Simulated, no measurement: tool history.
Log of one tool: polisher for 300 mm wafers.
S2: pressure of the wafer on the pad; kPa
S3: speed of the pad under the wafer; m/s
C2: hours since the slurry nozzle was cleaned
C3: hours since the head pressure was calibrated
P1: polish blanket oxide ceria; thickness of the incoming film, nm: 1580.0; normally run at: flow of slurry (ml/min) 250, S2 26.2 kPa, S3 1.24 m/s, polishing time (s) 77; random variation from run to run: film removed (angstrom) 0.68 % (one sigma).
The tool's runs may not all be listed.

run 1 hour=9.3 | flow_of_slurry_(ml/min)=250 S2=26.2 S3=1.24 polishing_time_(s)=77 | wafers_polished_on_this_pad=260 C2=125.4 C3=314.2 | film_removed_(angstrom)=4562.7
run 2 hour=22.9 | flow_of_slurry_(ml/min)=250 S2=26.2 S3=1.24 polishing_time_(s)=44 | wafers_polished_on_this_pad=399 C2=139 C3=327.8 | film_removed_(angstrom)=2598
run 3 hour=36.1 | flow_of_slurry_(ml/min)=250 S2=26.2 S3=1.78 polishing_time_(s)=77 | wafers_polished_on_this_pad=535 C2=152.2 C3=341 | film_removed_(angstrom)=6539.8
run 4 hour=43.6 | flow_of_slurry_(ml/min)=250 S2=26.2 S3=0.8 polishing_time_(s)=77 | wafers_polished_on_this_pad=612 C2=159.7 C3=348.5 | film_removed_(angstrom)=2933.6
run 5 hour=55 | flow_of_slurry_(ml/min)=380 S2=26.2 S3=1.24 polishing_time_(s)=53 | wafers_polished_on_this_pad=728 C2=171.1 C3=359.9 | film_removed_(angstrom)=3220.7
run 6 hour=64.5 | flow_of_slurry_(ml/min)=250 S2=26.2 S3=1.24 polishing_time_(s)=77 | wafers_polished_on_this_pad=826 C2=180.6 C3=369.4 | film_removed_(angstrom)=4454.3
run 7 hour=78.9 | flow_of_slurry_(ml/min)=250 S2=15.9 S3=1.24 polishing_time_(s)=77 | wafers_polished_on_this_pad=973 C2=195 C3=383.8 | film_removed_(angstrom)=2780.4
run 8 hour=93.3 | flow_of_slurry_(ml/min)=250 S2=26.2 S3=1.24 polishing_time_(s)=77 | wafers_polished_on_this_pad=1121 C2=209.4 C3=398.2 | film_removed_(angstrom)=4560.1
run 9 hour=100.3 | flow_of_slurry_(ml/min)=250 S2=26.2 S3=1.24 polishing_time_(s)=77 | wafers_polished_on_this_pad=1193 C2=216.4 C3=405.2 | film_removed_(angstrom)=4576.1
run 10 hour=114.3 | flow_of_slurry_(ml/min)=250 S2=26.2 S3=1.24 polishing_time_(s)=111 | wafers_polished_on_this_pad=1336 C2=230.4 C3=419.2 | film_removed_(angstrom)=6539.6
run 11 hour=122.2 | flow_of_slurry_(ml/min)=150 S2=26.2 S3=1.24 polishing_time_(s)=77 | wafers_polished_on_this_pad=1417 C2=238.3 C3=427.1 | film_removed_(angstrom)=4236.9
-- hour=131.6 head pressure recalibrated
run 12 hour=135.9 | flow_of_slurry_(ml/min)=250 S2=39.3 S3=1.24 polishing_time_(s)=77 | wafers_polished_on_this_pad=1558 C2=252 C3=4.3 | film_removed_(angstrom)=6752.4
run 13 hour=145.1 | flow_of_slurry_(ml/min)=395 S2=26.2 S3=1.24 polishing_time_(s)=77 | wafers_polished_on_this_pad=1652 C2=261.2 C3=13.5 | film_removed_(angstrom)=4743.5
run 14 hour=158.4 | flow_of_slurry_(ml/min)=250 S2=26.2 S3=1.24 polishing_time_(s)=77 | wafers_polished_on_this_pad=1788 C2=274.5 C3=26.8 | film_removed_(angstrom)=4585.7
run 15 hour=168.2 | flow_of_slurry_(ml/min)=250 S2=26.2 S3=1.24 polishing_time_(s)=77 | wafers_polished_on_this_pad=1889 C2=284.3 C3=36.6 | film_removed_(angstrom)=4534
run 16 hour=182.5 | flow_of_slurry_(ml/min)=250 S2=26.2 S3=1.24 polishing_time_(s)=77 | wafers_polished_on_this_pad=2035 C2=298.6 C3=50.9 | film_removed_(angstrom)=4443.4
run 17 hour=191.2 | flow_of_slurry_(ml/min)=250 S2=26.2 S3=1.24 polishing_time_(s)=77 | wafers_polished_on_this_pad=2124 C2=307.3 C3=59.6 | film_removed_(angstrom)=4432.1
run 18 hour=205.8 | flow_of_slurry_(ml/min)=250 S2=26.2 S3=1.24 polishing_time_(s)=77 | wafers_polished_on_this_pad=2274 C2=321.9 C3=74.2 | film_removed_(angstrom)=4331.6
run 19 hour=217.3 | flow_of_slurry_(ml/min)=250 S2=26.2 S3=1.24 polishing_time_(s)=77 | wafers_polished_on_this_pad=2392 C2=333.4 C3=85.7 | film_removed_(angstrom)=4366.5
run 20 hour=228.7 | flow_of_slurry_(ml/min)=250 S2=26.2 S3=1.24 polishing_time_(s)=77 | wafers_polished_on_this_pad=2509 C2=344.8 C3=97.1 | film_removed_(angstrom)=4363.2
run 21 hour=237.8 | flow_of_slurry_(ml/min)=250 S2=26.2 S3=1.24 polishing_time_(s)=77 | wafers_polished_on_this_pad=2602 C2=353.9 C3=106.2 | film_removed_(angstrom)=4376.3
run 22 hour=251.1 | flow_of_slurry_(ml/min)=250 S2=26.2 S3=1.24 polishing_time_(s)=77 | wafers_polished_on_this_pad=2738 C2=367.2 C3=119.5 | film_removed_(angstrom)=4259.7
-- hour=254.7 worn pad replaced by a new one
run 23 hour=263.4 | flow_of_slurry_(ml/min)=250 S2=26.2 S3=1.24 polishing_time_(s)=77 | wafers_polished_on_this_pad=89 C2=379.5 C3=131.8 | film_removed_(angstrom)=4293.2
run 24 hour=274.5 | flow_of_slurry_(ml/min)=250 S2=26.2 S3=1.24 polishing_time_(s)=77 | wafers_polished_on_this_pad=203 C2=390.6 C3=142.9 | film_removed_(angstrom)=4338.4
run 25 hour=286.8 | flow_of_slurry_(ml/min)=250 S2=26.2 S3=1.24 polishing_time_(s)=77 | wafers_polished_on_this_pad=329 C2=402.9 C3=155.2 | film_removed_(angstrom)=4299.4
run 26 hour=296 | flow_of_slurry_(ml/min)=250 S2=26.2 S3=1.24 polishing_time_(s)=77 | wafers_polished_on_this_pad=423 C2=412.1 C3=164.4 | film_removed_(angstrom)=4287.3

What P1 gives has crept away from where it was. These 2 causes fit the log equally well, each at the size given:
A: head's pressure below its setpoint, % = 5.27
B: slurry flow missing at the pad, % = 34
The creep began at about hour 168.2.
Why every other cause is out:
removal rate lost through wear of the pad, %: serviced at hour 254.7, which brought nothing back

4 check runs are offered, each on 5 wafers whose results are averaged, their results left as question marks. Which one tells the causes apart?
run check 1 hour=305.2 | flow_of_slurry_(ml/min)=170 S2=26.2 S3=1.24 polishing_time_(s)=52 | film_removed_(angstrom)=?
run check 2 hour=305.2 | flow_of_slurry_(ml/min)=250 S2=19.3 S3=1.24 polishing_time_(s)=77 | film_removed_(angstrom)=?
run check 3 hour=305.2 | flow_of_slurry_(ml/min)=250 S2=26.2 S3=1.62 polishing_time_(s)=77 | film_removed_(angstrom)=?
run check 4 hour=305.2 | flow_of_slurry_(ml/min)=250 S2=26.2 S3=1.64 polishing_time_(s)=92 | film_removed_(angstrom)=?

What each check would give under each cause:
check=check_1 result=film_removed_(angstrom) if_A=2761.8 if_B=2697.9
check=check_2 result=film_removed_(angstrom) if_A=3166.6 if_B=3166.3
check=check_3 result=film_removed_(angstrom) if_A=5614.6 if_B=5614.1
check=check_4 result=film_removed_(angstrom) if_A=6791.1 if_B=6790.5
How far apart the two closest causes lie, in the result that separates them most: check 1 2.34 %; check 2 0.01 %; check 3 0.01 %; check 4 0.01 %
Only check 1 tells the causes apart: in the others they would give nearly the same result.

Check 1 was then run and gave: film removed (angstrom) 2780.4. Which cause is it?

It is A: head's pressure below its setpoint, %.
